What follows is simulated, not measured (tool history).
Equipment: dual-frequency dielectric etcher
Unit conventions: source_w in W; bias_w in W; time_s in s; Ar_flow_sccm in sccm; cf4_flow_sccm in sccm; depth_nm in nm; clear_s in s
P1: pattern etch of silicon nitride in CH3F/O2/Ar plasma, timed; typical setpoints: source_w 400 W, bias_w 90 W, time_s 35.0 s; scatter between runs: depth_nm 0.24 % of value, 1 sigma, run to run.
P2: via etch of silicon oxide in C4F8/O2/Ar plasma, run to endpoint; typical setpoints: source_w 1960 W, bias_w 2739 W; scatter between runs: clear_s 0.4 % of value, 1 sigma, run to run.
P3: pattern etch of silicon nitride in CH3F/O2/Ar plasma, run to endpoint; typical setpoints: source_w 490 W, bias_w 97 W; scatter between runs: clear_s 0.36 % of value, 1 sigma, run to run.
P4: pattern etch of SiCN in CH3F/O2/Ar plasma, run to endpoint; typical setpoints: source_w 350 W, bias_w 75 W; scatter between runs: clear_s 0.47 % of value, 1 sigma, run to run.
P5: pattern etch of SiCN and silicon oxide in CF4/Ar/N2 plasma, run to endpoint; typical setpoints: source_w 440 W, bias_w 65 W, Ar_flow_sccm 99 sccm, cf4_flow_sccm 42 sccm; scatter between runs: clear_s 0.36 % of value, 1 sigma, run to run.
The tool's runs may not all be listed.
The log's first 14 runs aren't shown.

run,day,process,source_w,bias_w,time_s,Ar_flow_sccm,cf4_flow_sccm,hours since the last wet clean,hours since the last source power generator calibration,hours since the last bias power generator calibration,depth_nm,clear_s
15,2.546,P4,350,75,,,,36.9,1907.8,821.2,,28.348
16,2.746,P5,440,65,,99,42,41.7,1912.6,826.0,,14.479
17,2.971,P5,440,65,,99,32,47.1,1918.0,831.4,,15.223
18,3.196,P2,1140,2739,,,,52.5,1923.4,836.8,,365.550
19,3.300,P3,490,128,,,,55.0,1925.9,839.3,,56.841
20,3.450,P1,400,118,35.0,,,58.6,1929.5,842.9,29.517,
21,3.671,P1,270,90,21.0,,,63.9,1934.8,848.2,13.844,
22,3.879,P1,400,90,35.0,,,68.9,1939.8,853.2,26.893,
23,4.000,P3,490,97,,,,71.8,1942.7,856.1,,63.341
24,4.217,P1,400,90,35.0,,,77.0,1947.9,861.3,26.698,
25,4.421,P1,400,90,52.0,,,81.9,1952.8,866.2,39.906,
26,4.533,P1,480,90,35.0,,,84.6,1955.5,868.9,28.773,
27,4.729,P2,1960,2739,,,,89.3,1960.2,873.6,,295.140
28,4.912,P5,440,43,,99,42,93.7,1964.6,878.0,,16.685
29,5.062,P1,400,90,35.0,,,97.3,1968.2,881.6,26.904,
30,5.262,P1,400,90,35.0,,,102.1,1973.0,886.4,26.641,
31,5.400,P1,400,90,35.0,,,105.4,1976.3,889.7,26.673,
32,5.546,P1,400,90,35.0,,,108.9,1979.8,893.2,26.568,

Run 33 is up next; what results do you expect?
# day 5.588: wet clean of the chamber
33,5.704,P1,400,90,35.0,,,2.9,1983.6,897.0,?,

Run 33 gave depth_nm 26.437 nm.
